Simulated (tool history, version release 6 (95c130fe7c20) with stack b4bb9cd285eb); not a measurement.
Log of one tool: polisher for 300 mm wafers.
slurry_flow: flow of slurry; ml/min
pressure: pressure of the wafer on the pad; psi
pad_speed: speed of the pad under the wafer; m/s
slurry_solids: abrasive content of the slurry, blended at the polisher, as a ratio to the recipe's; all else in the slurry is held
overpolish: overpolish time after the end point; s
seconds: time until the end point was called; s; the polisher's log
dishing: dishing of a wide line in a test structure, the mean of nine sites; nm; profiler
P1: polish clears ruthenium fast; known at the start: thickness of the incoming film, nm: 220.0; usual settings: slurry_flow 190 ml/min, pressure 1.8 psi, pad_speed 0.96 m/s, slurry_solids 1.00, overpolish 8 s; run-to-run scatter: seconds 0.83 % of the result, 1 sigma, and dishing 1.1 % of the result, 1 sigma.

run   hour  slurry_flow  pressure  pad_speed  slurry_solids  overpolish  seconds  dishing
  1    9.3          190       1.8       0.96           1.00           8   91.654  16.9080
  2   15.4          190       1.8       0.50           1.00           8  173.030   8.9666
  3   22.9          190       1.8       0.96           1.00           8   90.602  17.0380
  4   29.9          190       1.8       0.96           1.00           8   90.927  17.0500
  5   34.0          190       1.8       0.96           1.00           8   90.995  16.9110
  6   39.9          190       2.7       0.96           1.00           8   59.617  24.5390
      45.9  -- slurry nozzle cleaned
      47.5  -- head pressure recalibrated
  7   49.0          190       1.8       0.96           1.00           8   91.149  16.7810
  8   53.8          190       1.8       0.96           0.75           2  103.150   3.7749
  9   60.0          190       1.8       0.96           1.00          16   90.223  32.0500
 10   66.8          190       1.8       0.96           1.00           8   90.333  16.6410
 11   73.6          295       1.8       0.96           1.00           8   85.577  18.0240
 12   80.5          190       1.8       1.50           1.00           8   57.740  25.9430
 13   86.6          115       1.8       0.96           1.00           8   98.799  15.4460
 14   91.6          190       1.8       0.96           1.00           4   89.288   8.5399
 15   97.4          190       1.8       0.96           1.35           8   79.694  18.7880
 16  104.4          190       1.8       0.96           0.55           8  124.430  12.5110
 17  111.2          125       1.8       0.96           1.00          13   95.756  25.3620
 18  119.5          190       0.8       0.96           1.00           8  200.240   7.7096
 19  125.3          190       1.8       0.96           1.00           8   91.081  16.5900
 20  134.2          190       1.8       0.96           1.00           8   96.139  16.2690
 21  141.3          190       1.8       0.96           1.00           8   99.332  15.3960
 22  145.9          190       1.8       0.96           1.00           8   98.406  15.0990
     147.8  -- head pressure recalibrated
 23  150.9          190       1.8       0.96           1.00           8  100.150  15.1050
 24  159.3          190       1.8       0.96           1.00           8  100.870  15.2350
     165.4  -- slurry nozzle cleaned
 25  166.2          190       1.8       0.96           1.00           8  101.050  14.7090
 26  171.2          190       1.8       0.96           1.00           8  101.130  14.9770
 27  178.9          190       1.8       0.96           1.00           8  103.640  15.0510

What P1 gives has crept away from where it was. These 2 causes fit the log equally well, each at the size given:
A: removal rate lost through wear of the pad, % = 11.5
B: abrasive missing from the slurry, % = 22.3
The creep began at about hour 125.3.
Why every other cause is out:
slurry flow missing at the pad, %: serviced at hour 165.4, which brought nothing back
head's pressure below its setpoint, %: serviced at hour 147.8, which brought nothing back

4 check runs are offered, each on 5 wafers whose results are averaged, their results left as question marks. Which one tells the causes apart?
check 1  186.6          115       1.8       0.96           0.60           8        ?        ?
check 2  186.6          240       0.8       0.96           1.00           8        ?        ?
check 3  186.6          265       1.8       1.44           1.00           8        ?        ?
check 4  186.6          245       1.8       0.96           1.00          16        ?        ?

What each check would give under each cause:
  check   result     if A     if B
check 1  seconds  145.340  150.090
check 1  dishing  10.6590  10.3320
check 2  seconds  223.050  223.150
check 2  dishing   7.0213   7.0182
check 3  seconds   65.396   65.426
check 3  dishing  22.8100  22.8000
check 4  seconds   98.908   98.953
check 4  dishing  29.5090  29.4970
How far apart the two closest causes lie, in the result that separates them most: check 1 3.21 %; check 2 0.05 %; check 3 0.05 %; check 4 0.05 %
Check 1 tells the causes apart: in the others they would give nearly the same result.

Then check 1 was run and gave: seconds 149.720 s; dishing 10.3590 nm. Which cause is it?

It is B: abrasive missing from the slurry, %.
